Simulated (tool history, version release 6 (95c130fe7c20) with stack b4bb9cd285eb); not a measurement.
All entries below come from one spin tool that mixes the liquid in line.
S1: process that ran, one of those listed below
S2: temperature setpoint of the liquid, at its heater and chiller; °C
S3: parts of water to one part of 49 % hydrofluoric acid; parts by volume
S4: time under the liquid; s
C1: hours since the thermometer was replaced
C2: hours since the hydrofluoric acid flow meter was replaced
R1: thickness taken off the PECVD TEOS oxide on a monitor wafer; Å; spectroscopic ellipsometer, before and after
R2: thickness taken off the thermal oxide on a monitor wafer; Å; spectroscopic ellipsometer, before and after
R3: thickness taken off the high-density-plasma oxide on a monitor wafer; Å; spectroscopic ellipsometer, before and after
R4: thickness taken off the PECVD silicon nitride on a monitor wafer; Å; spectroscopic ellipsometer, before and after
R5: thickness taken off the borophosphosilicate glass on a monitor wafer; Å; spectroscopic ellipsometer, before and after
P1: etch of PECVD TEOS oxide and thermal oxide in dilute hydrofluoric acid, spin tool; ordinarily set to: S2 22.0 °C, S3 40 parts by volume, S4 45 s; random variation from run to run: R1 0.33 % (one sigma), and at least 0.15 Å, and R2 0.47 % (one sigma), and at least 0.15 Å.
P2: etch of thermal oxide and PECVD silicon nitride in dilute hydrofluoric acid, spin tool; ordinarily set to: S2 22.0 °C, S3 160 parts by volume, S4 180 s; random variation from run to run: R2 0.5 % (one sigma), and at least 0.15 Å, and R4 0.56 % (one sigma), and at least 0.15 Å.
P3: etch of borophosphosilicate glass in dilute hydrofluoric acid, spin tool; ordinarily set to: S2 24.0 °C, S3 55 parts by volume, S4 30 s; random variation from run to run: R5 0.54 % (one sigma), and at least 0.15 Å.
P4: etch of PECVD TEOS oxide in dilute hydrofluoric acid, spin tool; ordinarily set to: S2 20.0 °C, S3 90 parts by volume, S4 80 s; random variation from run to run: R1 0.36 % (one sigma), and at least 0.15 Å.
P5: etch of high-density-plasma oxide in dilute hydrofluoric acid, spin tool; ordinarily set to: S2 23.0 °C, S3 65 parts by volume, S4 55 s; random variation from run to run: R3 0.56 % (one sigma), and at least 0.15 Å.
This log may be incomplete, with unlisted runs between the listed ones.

Run 1, hour 9.5: S1 P1, S2 22.0 °C, S3 40 parts by volume, S4 45 s; C1 396.2; C2 114.8. Result: R1 97.403 Å, R2 52.933 Å.
Run 2, hour 20.1: S1 P5, S2 23.0 °C, S3 65 parts by volume, S4 55 s; C1 406.8; C2 125.4. Result: R3 40.952 Å.
Run 3, hour 31.8: S1 P1, S2 18.0 °C, S3 40 parts by volume, S4 45 s; C1 418.5; C2 137.1. Result: R1 81.587 Å, R2 44.655 Å.
Run 4, hour 43.1: S1 P2, S2 22.0 °C, S3 160 parts by volume, S4 330 s; C1 429.8; C2 148.4. Result: R2 82.747 Å, R4 70.148 Å.
Run 5, hour 49.7: S1 P2, S2 22.0 °C, S3 45 parts by volume, S4 180 s; C1 436.4; C2 155.0. Result: R2 182.950 Å, R4 134.380 Å.
Run 6, hour 58.2: S1 P4, S2 20.0 °C, S3 90 parts by volume, S4 155 s; C1 444.9; C2 163.5. Result: R1 127.640 Å.
Run 7, hour 65.6: S1 P1, S2 22.0 °C, S3 40 parts by volume, S4 45 s; C1 452.3; C2 170.9. Result: R1 97.654 Å, R2 53.316 Å.
Run 8, hour 73.5: S1 P1, S2 22.0 °C, S3 40 parts by volume, S4 70 s; C1 460.2; C2 178.8. Result: R1 151.670 Å, R2 83.187 Å.
Run 9, hour 86.5: S1 P4, S2 26.5 °C, S3 90 parts by volume, S4 80 s; C1 473.2; C2 191.8. Result: R1 85.664 Å.
Run 10, hour 99.3: S1 P1, S2 22.0 °C, S3 40 parts by volume, S4 45 s; C1 486.0; C2 204.6. Result: R1 97.434 Å, R2 53.116 Å.
Run 11, hour 108.2: S1 P5, S2 23.0 °C, S3 65 parts by volume, S4 85 s; C1 494.9; C2 213.5. Result: R3 64.039 Å.
Run 12, hour 118.5: S1 P3, S2 24.0 °C, S3 20 parts by volume, S4 30 s; C1 505.2; C2 223.8. Result: R5 1049.30 Å.
Run 13, hour 131.9: S1 P1, S2 22.0 °C, S3 40 parts by volume, S4 45 s; C1 518.6; C2 237.2. Result: R1 97.265 Å, R2 53.323 Å.
Run 14, hour 142.2: S1 P1, S2 30.0 °C, S3 40 parts by volume, S4 45 s; C1 528.9; C2 247.5. Result: R1 134.120 Å, R2 74.048 Å.
Run 15, hour 152.8: S1 P1, S2 22.0 °C, S3 40 parts by volume, S4 45 s; C1 539.5; C2 258.1. Result: R1 96.776 Å, R2 53.552 Å.
Run 16, hour 162.0: S1 P1, S2 22.0 °C, S3 40 parts by volume, S4 45 s; C1 548.7; C2 267.3. Result: R1 96.717 Å, R2 53.348 Å.
Run 17, hour 174.0: S1 P3, S2 18.0 °C, S3 55 parts by volume, S4 30 s; C1 560.7; C2 279.3. Result: R5 281.68 Å.
Run 18, hour 185.6: S1 P5, S2 23.0 °C, S3 20 parts by volume, S4 55 s; C1 572.3; C2 290.9. Result: R3 142.880 Å.
Run 19, hour 199.4: S1 P2, S2 22.0 °C, S3 160 parts by volume, S4 180 s; C1 586.1; C2 304.7. Result: R2 45.044 Å, R4 38.283 Å.
Run 20, hour 213.7: S1 P3, S2 24.0 °C, S3 55 parts by volume, S4 60 s; C1 600.4; C2 319.0. Result: R5 718.93 Å.
Run 21, hour 228.1: S1 P5, S2 17.0 °C, S3 65 parts by volume, S4 55 s; C1 614.8; C2 333.4. Result: R3 32.160 Å.
Run 22, hour 240.5: S1 P1, S2 22.0 °C, S3 20 parts by volume, S4 45 s; C1 627.2; C2 345.8. Result: R1 200.150 Å, R2 109.360 Å.
Run 23, hour 253.6: S1 P1, S2 22.0 °C, S3 60 parts by volume, S4 45 s; C1 640.3; C2 358.9. Result: R1 63.650 Å, R2 34.265 Å.
Run 24, hour 260.4: S1 P4, S2 20.0 °C, S3 90 parts by volume, S4 80 s; C1 647.1; C2 365.7. Result: R1 65.536 Å.
Run 25, hour 274.0: S1 P1, S2 22.0 °C, S3 40 parts by volume, S4 15 s; C1 660.7; C2 379.3. Result: R1 32.660 Å, R2 17.841 Å.
Run 26, hour 287.4: S1 P4, S2 20.0 °C, S3 150 parts by volume, S4 80 s; C1 674.1; C2 392.7. Result: R1 36.967 Å.
Run 27, hour 300.8: S1 P1, S2 22.0 °C, S3 20 parts by volume, S4 75 s; C1 687.5; C2 406.1. Result: R1 333.830 Å, R2 182.620 Å.
Run 28, hour 315.3: S1 P2, S2 17.0 °C, S3 160 parts by volume, S4 180 s; C1 702.0; C2 420.6. Result: R2 36.993 Å, R4 26.997 Å.
Run 29, hour 328.2: S1 P3, S2 24.0 °C, S3 55 parts by volume, S4 30 s; C1 714.9; C2 433.5. Result: R5 362.08 Å.
Run 30, hour 340.5: S1 P1, S2 22.0 °C, S3 40 parts by volume, S4 45 s; C1 727.2; C2 445.8. Result: R1 97.169 Å, R2 52.985 Å.
Run 31, hour 353.1: S1 P1, S2 22.0 °C, S3 40 parts by volume, S4 45 s; C1 739.8; C2 458.4. Result: R1 97.143 Å, R2 53.764 Å.
Run 32, hour 360.7: S1 P1, S2 22.0 °C, S3 40 parts by volume, S4 45 s; C1 747.4; C2 466.0. Result: R1 100.030 Å, R2 54.379 Å.
Run 33, hour 372.8: S1 P1, S2 22.0 °C, S3 40 parts by volume, S4 45 s; C1 759.5; C2 478.1. Result: R1 102.250 Å, R2 55.843 Å.
Run 34, hour 382.4: S1 P1, S2 22.0 °C, S3 40 parts by volume, S4 45 s; C1 769.1; C2 487.7. Result: R1 103.130 Å, R2 56.610 Å.
Run 35, hour 396.4: S1 P1, S2 22.0 °C, S3 40 parts by volume, S4 45 s; C1 783.1; C2 501.7. Result: R1 104.550 Å, R2 57.421 Å.
Run 36, hour 403.8: S1 P1, S2 22.0 °C, S3 40 parts by volume, S4 45 s; C1 790.5; C2 509.1. Result: R1 105.910 Å, R2 57.516 Å.
Run 37, hour 411.1: S1 P1, S2 22.0 °C, S3 40 parts by volume, S4 45 s; C1 797.8; C2 516.4. Result: R1 105.380 Å, R2 57.177 Å.
Run 38, hour 425.5: S1 P1, S2 22.0 °C, S3 40 parts by volume, S4 45 s; C1 812.2; C2 530.8. Result: R1 106.520 Å, R2 58.582 Å.
Run 39, hour 438.7: S1 P1, S2 22.0 °C, S3 40 parts by volume, S4 45 s; C1 825.4; C2 544.0. Result: R1 106.790 Å, R2 57.958 Å.
Run 40, hour 451.5: S1 P1, S2 22.0 °C, S3 40 parts by volume, S4 45 s; C1 838.2; C2 556.8. Result: R1 107.200 Å, R2 58.420 Å.
Run 41, hour 460.3: S1 P1, S2 22.0 °C, S3 40 parts by volume, S4 45 s; C1 847.0; C2 565.6. Result: R1 106.430 Å, R2 59.110 Å.
Run 42, hour 474.3: S1 P1, S2 22.0 °C, S3 40 parts by volume, S4 45 s; C1 861.0; C2 579.6. Result: R1 106.290 Å, R2 58.673 Å.

P1 has crept away from where it was. The log is fitted equally well by each of these 2 causes, at the sizes shown:
A: liquid hotter than its thermometer reads (K) = 2.28
B: hydrofluoric acid flow above the setpoint (%) = 9.48
The onset of the drift is placed at about hour 353.1.

Below are 4 check runs, each on a single wafer, with their results shown as question marks. Which of them would tell the listed causes apart, meaning the causes would give clearly different results under it?
Run check 1, hour 488.3: S1 P4, S2 20.0 °C, S3 115 parts by volume, S4 80 s. Result: R1 ?.
Run check 2, hour 488.3: S1 P3, S2 24.0 °C, S3 30 parts by volume, S4 60 s. Result: R5 ?.
Run check 3, hour 488.3: S1 P2, S2 17.0 °C, S3 45 parts by volume, S4 180 s. Result: R2 ?, R4 ?.
Run check 4, hour 488.3: S1 P5, S2 23.0 °C, S3 20 parts by volume, S4 55 s. Result: R3 ?.

Check results expected under each cause:
  check  result     if A     if B
check 1      R1   54.933   55.472
check 2      R5  1517.40  1516.80
check 3      R2  164.370  163.790
check 3      R4  110.220  102.430
check 4      R3  156.630  156.100
Gap, in per cent, between the two causes that each check separates least, read from the result that separates them most: check 1 0.98 %; check 2 0.04 %; check 3 7.33 %; check 4 0.34 %
Only check 3 tells the causes apart: in the others they would give nearly the same result.

With check 3 done, the readings were: R2 163.540 Å; R4 103.640 Å. Identify which of the listed causes applies.

The cause is B: hydrofluoric acid flow above the setpoint (%).
